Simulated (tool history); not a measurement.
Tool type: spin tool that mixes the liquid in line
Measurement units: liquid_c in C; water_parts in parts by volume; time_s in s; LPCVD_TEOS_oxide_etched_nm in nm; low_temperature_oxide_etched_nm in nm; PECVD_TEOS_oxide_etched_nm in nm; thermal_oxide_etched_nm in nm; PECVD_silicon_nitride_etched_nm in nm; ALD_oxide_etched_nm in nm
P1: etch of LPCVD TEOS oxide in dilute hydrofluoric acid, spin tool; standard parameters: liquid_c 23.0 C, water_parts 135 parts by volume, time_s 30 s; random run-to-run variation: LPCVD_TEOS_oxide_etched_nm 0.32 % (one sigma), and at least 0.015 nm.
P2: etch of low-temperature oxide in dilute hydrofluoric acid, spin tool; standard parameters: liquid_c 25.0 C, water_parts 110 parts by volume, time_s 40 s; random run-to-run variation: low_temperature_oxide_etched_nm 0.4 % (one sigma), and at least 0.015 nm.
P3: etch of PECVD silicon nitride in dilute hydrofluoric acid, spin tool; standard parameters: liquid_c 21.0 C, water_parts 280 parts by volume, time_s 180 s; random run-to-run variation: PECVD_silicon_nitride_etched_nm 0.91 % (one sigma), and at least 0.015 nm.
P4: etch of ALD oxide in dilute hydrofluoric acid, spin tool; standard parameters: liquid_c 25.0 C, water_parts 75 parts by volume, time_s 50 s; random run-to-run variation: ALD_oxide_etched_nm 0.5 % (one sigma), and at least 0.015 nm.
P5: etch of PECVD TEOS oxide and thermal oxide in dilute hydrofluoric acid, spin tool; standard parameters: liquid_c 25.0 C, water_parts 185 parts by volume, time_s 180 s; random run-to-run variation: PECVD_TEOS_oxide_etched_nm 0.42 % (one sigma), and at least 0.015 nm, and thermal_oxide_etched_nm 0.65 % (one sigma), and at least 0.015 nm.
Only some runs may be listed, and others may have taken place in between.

run     day  process  liquid_c  water_parts  time_s  LPCVD_TEOS_oxide_etched_nm  low_temperature_oxide_etched_nm  PECVD_TEOS_oxide_etched_nm  thermal_oxide_etched_nm  PECVD_silicon_nitride_etched_nm  ALD_oxide_etched_nm
  1   0.242       P1      23.0          135      30                      6.5603
  2   0.600       P2      30.0          110      40                                                       8.8033
  3   0.879       P1      18.5          135      30                      5.4733
  4   1.083       P5      25.0          185     180                                                                                  15.5200                  4.21010
  5   1.346       P3      21.0          280     180                                                                                                                                             3.1087
  6   1.542       P1      23.0           75      30                     12.7310
  7   1.746       P2      25.0          110      40                                                       7.2508
  8   2.112       P4      25.0           75      15                                                                                                                                                                  2.2408
  9   2.354       P5      20.5          185     180                                                                                  13.1170                  3.52470
 10   2.608       P4      25.0           75      50                                                                                                                                                                  7.5254
 11   2.812       P2      25.0           25      40                                                      35.7120
 12   3.062       P4      25.0          130      50                                                                                                                                                                  4.0287
 13   3.392       P5      25.0          185      30                                                                                   2.5916                  0.69303
 14   3.567       P2      25.0          110      15                                                       2.7458
 15   3.883       P1      23.0          135      30                      6.5717
 16   4.158       P1      28.0          135      15                      3.9930
 17   4.392       P1      23.0          135      45                      9.8899
 18   4.638       P3      21.0          280     345                                                                                                                                             5.9503
 19   4.975       P1      23.0          135      30                      6.5378
 20   5.300       P5      25.0          185     180                                                                                  15.5580                  4.21460
 21   5.600       P1      23.0          235      30                      3.3593
 22   5.946       P4      21.0           75      50                                                                                                                                                                  6.3409
 23   6.138       P1      23.0          135      30                      6.5541
 24   6.362       P1      29.0          135      30                      8.3211
 25   6.608       P1      23.0          135      30                      6.5847
 26   6.779       P1      23.0          135      15                      3.2896
 27   7.025       P3      25.5          280     180                                                                                                                                             3.9852
 28   7.208       P3      21.0          465     180                                                                                                                                             1.8471
 29   7.454       P2      25.0          110      40                                                       7.2151
 30   7.675       P5      25.0           65     180                                                                                  51.0170                 13.90400
 31   8.042       P1      23.0          135      30                      6.5818
 32   8.254       P1      23.0          135      30                      6.5315
 33   8.617       P1      23.0          135      30                      6.8051
 34   8.804       P1      23.0          135      30                      6.8943
 35   9.125       P1      23.0          135      30                      6.9798
 36   9.479       P1      23.0          135      30                      6.9526
 37   9.796       P1      23.0          135      30                      7.0691
 38  10.158       P1      23.0          135      30                      7.0548
 39  10.358       P1      23.0          135      30                      7.0364
 40  10.688       P1      23.0          135      30                      7.0715
 41  10.938       P1      23.0          135      30                      7.1074

The output of P1 has drifted from where it used to be. Each of the 2 causes below, taken at the size shown beside it, accounts for the log equally well:
A: hydrofluoric acid flow above the setpoint (%) = 6.48
B: liquid hotter than its thermometer reads (K) = 1.87
The creep began at about day 8.254.

Below are 4 check runs, each averaged over 2 wafers, with their results shown as question marks. Which of them would give clearly different results depending on which cause is behind the drift?
check 1  11.188       P2      25.0          110      40                                                            ?
check 2  11.188       P3      21.0          280     180                                                                                                                                                  ?
check 3  11.188       P5      25.0          185     180                                                                                        ?                        ?
check 4  11.188       P4      25.0           75      50                                                                                                                                                                       ?

What every check run would give for each of its results, assuming each possible cause in turn:
  check                           result     if A     if B
check 1  low_temperature_oxide_etched_nm   7.7794   7.7884
check 2  PECVD_silicon_nitride_etched_nm   3.2293   3.4157
check 3       PECVD_TEOS_oxide_etched_nm  16.7590  16.6400
check 3          thermal_oxide_etched_nm  4.51520  4.48310
check 4              ALD_oxide_etched_nm   8.0532   8.0979
Per-check spread between the two closest causes, in the result where they differ most: check 1 0.12 %; check 2 5.61 %; check 3 0.71 %; check 4 0.55 %
Check 2 tells the causes apart: in the others they would give nearly the same result.

Here is what check 2 returned: PECVD_silicon_nitride_etched_nm 3.4095 nm. Which cause is it?

B is the cause: liquid hotter than its thermometer reads (K).
